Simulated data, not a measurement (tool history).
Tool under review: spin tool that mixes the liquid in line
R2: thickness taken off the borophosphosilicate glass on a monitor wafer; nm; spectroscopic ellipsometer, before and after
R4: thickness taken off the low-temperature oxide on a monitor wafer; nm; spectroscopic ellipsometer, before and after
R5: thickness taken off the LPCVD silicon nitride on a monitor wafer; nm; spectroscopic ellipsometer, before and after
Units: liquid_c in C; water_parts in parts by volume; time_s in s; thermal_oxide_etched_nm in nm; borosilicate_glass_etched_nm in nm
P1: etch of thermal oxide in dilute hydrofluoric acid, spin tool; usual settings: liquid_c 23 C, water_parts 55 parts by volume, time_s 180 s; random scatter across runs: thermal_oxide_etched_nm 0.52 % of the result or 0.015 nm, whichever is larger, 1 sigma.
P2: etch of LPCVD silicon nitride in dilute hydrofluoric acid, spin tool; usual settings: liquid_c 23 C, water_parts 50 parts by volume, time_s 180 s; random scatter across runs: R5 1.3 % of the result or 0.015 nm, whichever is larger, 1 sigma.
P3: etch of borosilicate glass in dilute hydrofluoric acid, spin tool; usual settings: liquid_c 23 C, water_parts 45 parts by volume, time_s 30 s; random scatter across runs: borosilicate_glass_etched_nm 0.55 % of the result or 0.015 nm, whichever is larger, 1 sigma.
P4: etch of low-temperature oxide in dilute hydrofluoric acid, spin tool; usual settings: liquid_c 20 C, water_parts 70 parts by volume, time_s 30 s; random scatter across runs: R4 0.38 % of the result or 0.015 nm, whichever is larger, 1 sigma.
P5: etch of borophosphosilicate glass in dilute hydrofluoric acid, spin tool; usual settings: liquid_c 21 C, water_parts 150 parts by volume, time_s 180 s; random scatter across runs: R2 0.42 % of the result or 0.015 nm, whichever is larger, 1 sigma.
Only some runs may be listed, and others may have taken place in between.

{"run": 1, "hour": 9.1, "process": "P1", "liquid_c": 23, "water_parts": 55, "time_s": 180, "thermal_oxide_etched_nm": 16.156}
{"run": 2, "hour": 16.7, "process": "P1", "liquid_c": 23, "water_parts": 55, "time_s": 85, "thermal_oxide_etched_nm": 7.5819}
{"run": 3, "hour": 27.5, "process": "P5", "liquid_c": 21, "water_parts": 150, "time_s": 180, "R2": 27.673}
{"run": 4, "hour": 37.7, "process": "P1", "liquid_c": 23, "water_parts": 55, "time_s": 180, "thermal_oxide_etched_nm": 16.063}
{"run": 5, "hour": 43.9, "process": "P3", "liquid_c": 23, "water_parts": 45, "time_s": 30, "borosilicate_glass_etched_nm": 36.259}
{"run": 6, "hour": 53.8, "process": "P1", "liquid_c": 23, "water_parts": 55, "time_s": 180, "thermal_oxide_etched_nm": 16.1}
{"run": 7, "hour": 64.5, "process": "P1", "liquid_c": 23, "water_parts": 55, "time_s": 180, "thermal_oxide_etched_nm": 16.056}
{"run": 8, "hour": 72.8, "process": "P4", "liquid_c": 20, "water_parts": 25, "time_s": 30, "R4": 37.513}
{"run": 9, "hour": 79.9, "process": "P5", "liquid_c": 21, "water_parts": 40, "time_s": 180, "R2": 118.19}
{"run": 10, "hour": 86.4, "process": "P3", "liquid_c": 23, "water_parts": 45, "time_s": 55, "borosilicate_glass_etched_nm": 66.692}
{"run": 11, "hour": 96.1, "process": "P3", "liquid_c": 23, "water_parts": 20, "time_s": 30, "borosilicate_glass_etched_nm": 83.59}
{"run": 12, "hour": 102.9, "process": "P3", "liquid_c": 23, "water_parts": 45, "time_s": 30, "borosilicate_glass_etched_nm": 36.07}
{"run": 13, "hour": 114.1, "process": "P1", "liquid_c": 23, "water_parts": 20, "time_s": 180, "thermal_oxide_etched_nm": 46.037}
{"run": 14, "hour": 122.2, "process": "P1", "liquid_c": 30.5, "water_parts": 55, "time_s": 180, "thermal_oxide_etched_nm": 21.749}
{"run": 15, "hour": 132.0, "process": "P1", "liquid_c": 18.5, "water_parts": 25, "time_s": 180, "thermal_oxide_etched_nm": 30.158}
{"run": 16, "hour": 141.0, "process": "P2", "liquid_c": 23, "water_parts": 50, "time_s": 275, "R5": 2.4987}
{"run": 17, "hour": 149.6, "process": "P2", "liquid_c": 23, "water_parts": 50, "time_s": 180, "R5": 1.6361}
{"run": 18, "hour": 155.8, "process": "P1", "liquid_c": 18, "water_parts": 80, "time_s": 180, "thermal_oxide_etched_nm": 8.7219}
{"run": 19, "hour": 167.0, "process": "P4", "liquid_c": 20, "water_parts": 70, "time_s": 30, "R4": 12.735}
{"run": 20, "hour": 177.3, "process": "P5", "liquid_c": 21, "water_parts": 150, "time_s": 55, "R2": 8.4778}
{"run": 21, "hour": 187.3, "process": "P1", "liquid_c": 23, "water_parts": 55, "time_s": 295, "thermal_oxide_etched_nm": 26.284}
{"run": 22, "hour": 196.2, "process": "P1", "liquid_c": 17, "water_parts": 55, "time_s": 180, "thermal_oxide_etched_nm": 12.504}
{"run": 23, "hour": 205.5, "process": "P4", "liquid_c": 27.5, "water_parts": 70, "time_s": 30, "R4": 17.311}
{"run": 24, "hour": 212.6, "process": "P2", "liquid_c": 23, "water_parts": 20, "time_s": 180, "R5": 4.0571}
{"run": 25, "hour": 221.3, "process": "P5", "liquid_c": 21, "water_parts": 150, "time_s": 180, "R2": 27.601}
{"run": 26, "hour": 226.8, "process": "P3", "liquid_c": 30, "water_parts": 45, "time_s": 30, "borosilicate_glass_etched_nm": 47.844}
{"run": 27, "hour": 232.8, "process": "P2", "liquid_c": 17, "water_parts": 50, "time_s": 180, "R5": 1.1035}
{"run": 28, "hour": 244.4, "process": "P2", "liquid_c": 23, "water_parts": 50, "time_s": 180, "R5": 1.6968}
{"run": 29, "hour": 253.0, "process": "P1", "liquid_c": 23, "water_parts": 100, "time_s": 180, "thermal_oxide_etched_nm": 8.3629}
{"run": 30, "hour": 261.8, "process": "P1", "liquid_c": 23, "water_parts": 55, "time_s": 180, "thermal_oxide_etched_nm": 16.227}
{"run": 31, "hour": 269.9, "process": "P4", "liquid_c": 20, "water_parts": 70, "time_s": 15, "R4": 6.3539}
{"run": 32, "hour": 276.1, "process": "P5", "liquid_c": 27.5, "water_parts": 150, "time_s": 180, "R2": 35.677}
{"run": 33, "hour": 282.3, "process": "P1", "liquid_c": 23, "water_parts": 55, "time_s": 180, "thermal_oxide_etched_nm": 16.145}
{"run": 34, "hour": 291.0, "process": "P1", "liquid_c": 23, "water_parts": 55, "time_s": 180, "thermal_oxide_etched_nm": 15.772}
{"run": 35, "hour": 299.4, "process": "P1", "liquid_c": 23, "water_parts": 55, "time_s": 180, "thermal_oxide_etched_nm": 15.478}
{"run": 36, "hour": 306.5, "process": "P1", "liquid_c": 23, "water_parts": 55, "time_s": 180, "thermal_oxide_etched_nm": 15.381}
{"run": 37, "hour": 315.1, "process": "P1", "liquid_c": 23, "water_parts": 55, "time_s": 180, "thermal_oxide_etched_nm": 15.231}
{"run": 38, "hour": 322.5, "process": "P1", "liquid_c": 23, "water_parts": 55, "time_s": 180, "thermal_oxide_etched_nm": 15.11}
{"run": 39, "hour": 332.0, "process": "P1", "liquid_c": 23, "water_parts": 55, "time_s": 180, "thermal_oxide_etched_nm": 15.115}
{"run": 40, "hour": 343.0, "process": "P1", "liquid_c": 23, "water_parts": 55, "time_s": 180, "thermal_oxide_etched_nm": 14.994}
{"run": 41, "hour": 351.6, "process": "P1", "liquid_c": 23, "water_parts": 55, "time_s": 180, "thermal_oxide_etched_nm": 15.159}
{"run": 42, "hour": 358.5, "process": "P1", "liquid_c": 23, "water_parts": 55, "time_s": 180, "thermal_oxide_etched_nm": 15.108}
{"run": 43, "hour": 365.4, "process": "P1", "liquid_c": 23, "water_parts": 55, "time_s": 180, "thermal_oxide_etched_nm": 15.004}
{"run": 44, "hour": 376.4, "process": "P1", "liquid_c": 23, "water_parts": 55, "time_s": 180, "thermal_oxide_etched_nm": 14.937}

P1 no longer gives what it gave before; its output has crept away from where it was. The following 2 causes, each at its listed size, fit the log equally well:
A: hydrofluoric acid flow below the setpoint (%) = 6.01
B: liquid colder than its thermometer reads (K) = 1.6
The onset of the drift is placed at about hour 282.3.

Consider the 4 check runs below, whose results appear as question marks and each of which averages 5 wafers. Which one distinguishes the causes, in that each cause would give it a clearly different result?
{"run": "check 1", "hour": 387.4, "process": "P3", "liquid_c": 29.5, "water_parts": 20, "time_s": 30, "borosilicate_glass_etched_nm": "?"}
{"run": "check 2", "hour": 387.4, "process": "P2", "liquid_c": 23, "water_parts": 50, "time_s": 265, "R5": "?"}
{"run": "check 3", "hour": 387.4, "process": "P5", "liquid_c": 21, "water_parts": 55, "time_s": 65, "R2": "?"}
{"run": "check 4", "hour": 387.4, "process": "P4", "liquid_c": 27, "water_parts": 70, "time_s": 15, "R4": "?"}

Expected result of each check under each candidate cause:
check=check_1 result=borosilicate_glass_etched_nm if_A=103.43 if_B=103.3
check=check_2 result=R5 if_A=2.283 if_B=2.1744
check=check_3 result=R2 if_A=28.588 if_B=28.552
check=check_4 result=R4 if_A=7.8923 if_B=7.9285
How far apart the two closest causes lie, in the result that separates them most: check 1 0.12 %; check 2 4.87 %; check 3 0.13 %; check 4 0.46 %
The other checks would show nearly matching results whichever cause is true, so check 2 is the only one that separates the causes.

Here is what check 2 returned: R5 2.173 nm. Which cause is it?

B is the cause: liquid colder than its thermometer reads (K).
